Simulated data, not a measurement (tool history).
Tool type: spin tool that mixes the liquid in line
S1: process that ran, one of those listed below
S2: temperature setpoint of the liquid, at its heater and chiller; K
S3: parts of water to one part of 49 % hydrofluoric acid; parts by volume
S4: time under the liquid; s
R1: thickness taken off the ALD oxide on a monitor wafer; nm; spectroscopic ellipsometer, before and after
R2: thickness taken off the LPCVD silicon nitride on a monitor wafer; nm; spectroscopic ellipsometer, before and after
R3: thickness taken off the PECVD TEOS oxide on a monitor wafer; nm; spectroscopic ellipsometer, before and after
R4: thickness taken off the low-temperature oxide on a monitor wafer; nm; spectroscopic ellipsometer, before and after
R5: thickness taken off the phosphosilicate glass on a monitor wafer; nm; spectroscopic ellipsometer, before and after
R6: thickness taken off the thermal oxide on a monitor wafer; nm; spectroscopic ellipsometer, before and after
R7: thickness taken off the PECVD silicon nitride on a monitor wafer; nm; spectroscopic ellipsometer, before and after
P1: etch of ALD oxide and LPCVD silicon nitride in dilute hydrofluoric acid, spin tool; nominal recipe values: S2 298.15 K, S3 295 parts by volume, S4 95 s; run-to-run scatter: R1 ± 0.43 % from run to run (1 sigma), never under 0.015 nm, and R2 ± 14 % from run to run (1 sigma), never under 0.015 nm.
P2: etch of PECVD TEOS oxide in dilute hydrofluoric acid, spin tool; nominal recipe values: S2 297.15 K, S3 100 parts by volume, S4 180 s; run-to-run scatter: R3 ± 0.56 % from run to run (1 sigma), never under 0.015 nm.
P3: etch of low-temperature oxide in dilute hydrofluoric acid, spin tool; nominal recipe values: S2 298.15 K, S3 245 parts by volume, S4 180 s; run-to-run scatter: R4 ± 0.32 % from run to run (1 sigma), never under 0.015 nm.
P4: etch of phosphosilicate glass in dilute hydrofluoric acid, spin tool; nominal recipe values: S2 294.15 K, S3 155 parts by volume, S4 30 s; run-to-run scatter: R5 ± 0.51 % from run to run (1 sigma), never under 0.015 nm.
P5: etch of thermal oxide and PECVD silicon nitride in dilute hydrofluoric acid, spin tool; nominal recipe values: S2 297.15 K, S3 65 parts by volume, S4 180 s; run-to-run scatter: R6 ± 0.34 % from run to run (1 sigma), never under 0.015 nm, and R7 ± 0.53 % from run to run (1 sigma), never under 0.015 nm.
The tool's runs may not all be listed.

run,day,S1,S2,S3,S4,R1,R2,R3,R4,R5,R6,R7
1,0.542,P1,298.15,295,95,7.4955,0.16506,,,,,
2,1.025,P1,292.65,200,95,9.9056,0.17189,,,,,
3,1.35,P2,297.15,100,180,,,18.989,,,,
4,1.621,P1,298.15,295,95,7.4296,0.14754,,,,,
5,1.908,P2,303.15,100,180,,,23.67,,,,
6,2.3,P3,298.15,430,180,,,,3.9179,,,
7,2.667,P1,298.15,295,95,7.5057,0.18594,,,,,
8,3.196,P4,301.15,155,30,,,,,40.368,,
9,3.704,P1,302.15,295,95,8.523,0.2579,,,,,
10,4.238,P5,297.15,65,295,,,,,,23.5,8.4564
11,4.667,P1,291.15,295,95,5.779,0.13272,,,,,
12,5.158,P1,290.15,295,130,7.6762,0.19351,,,,,
13,5.608,P1,298.15,295,95,7.4613,0.18904,,,,,
14,6.083,P2,297.15,100,180,,,18.913,,,,
15,6.633,P5,297.15,65,180,,,,,,14.459,5.1557
16,6.983,P2,297.15,100,40,,,4.24,,,,
17,7.417,P4,294.15,155,30,,,,,31.54,,
18,7.679,P3,298.15,245,180,,,,8.2613,,,
19,8.071,P1,298.15,295,35,2.7751,0.068384,,,,,
20,8.533,P5,290.15,65,180,,,,,,10.764,3.164
21,8.925,P1,298.15,295,150,11.817,0.2392,,,,,
22,9.196,P1,298.15,295,95,7.5177,0.17077,,,,,
23,9.7,P1,298.15,535,95,3.3056,0.082584,,,,,
24,10.242,P3,292.15,245,180,,,,6.6102,,,
25,10.5,P1,305.65,185,95,17.619,0.52719,,,,,
26,10.762,P2,297.15,140,180,,,12.944,,,,
27,11.125,P4,294.15,75,30,,,,,70.857,,
28,11.496,P4,294.15,155,15,,,,,15.597,,
29,11.767,P5,297.15,40,180,,,,,,24.307,8.2895
30,12.1,P5,297.15,65,180,,,,,,14.484,5.1519
31,12.371,P3,298.15,245,95,,,,4.336,,,
32,12.7,P1,298.15,75,95,37.584,0.54355,,,,,
33,13.138,P1,298.15,295,95,7.5103,0.17777,,,,,
34,13.608,P1,298.15,295,95,7.3196,0.18117,,,,,
35,14.017,P1,298.15,295,95,7.1947,0.16579,,,,,
36,14.35,P1,298.15,295,95,7.1868,0.10843,,,,,
37,14.658,P1,298.15,295,95,7.1039,0.18831,,,,,
38,15,P1,298.15,295,95,7.1086,0.13407,,,,,
39,15.412,P1,298.15,295,95,7.0329,0.16146,,,,,
40,15.7,P1,298.15,295,95,7.0756,0.14716,,,,,

P1 no longer gives what it gave before; its output has crept away from where it was. The following 2 causes, each at its listed size, fit the log equally well:
A: liquid colder than its thermometer reads (K) = 1.51
B: hydrofluoric acid flow below the setpoint (%) = 3.95
Onset of the creep was near day 13.138.

Which of the 4 check runs listed below separates the causes, so that each cause would produce a clearly different result? Each run uses one wafer, and its results are marked with question marks.
check 1,15.988,P3,298.15,345,180,,,,?,,,
check 2,15.988,P2,302.15,100,55,,,?,,,,
check 3,15.988,P5,293.15,45,180,,,,,,?,?
check 4,15.988,P4,299.65,155,30,,,,,?,,

Outcome of each check run for each possible cause:
check,result,if A,if B
check 1,R4,5.0318,5.0176
check 2,R3,6.6251,6.7025
check 3,R6,16.997,17.379
check 3,R7,5.05,5.3978
check 4,R5,36.41,36.724
Gap, in per cent, between the two causes that each check separates least, read from the result that separates them most: check 1 0.28 %; check 2 1.16 %; check 3 6.66 %; check 4 0.86 %
The other checks would show nearly matching results whichever cause is true, so check 3 is the only one that separates the causes.

The results of check 3 are: R6 16.961 nm; R7 5.0717 nm. Based on these, which of the listed causes is it?

Of the candidate causes, it is A: liquid colder than its thermometer reads (K).
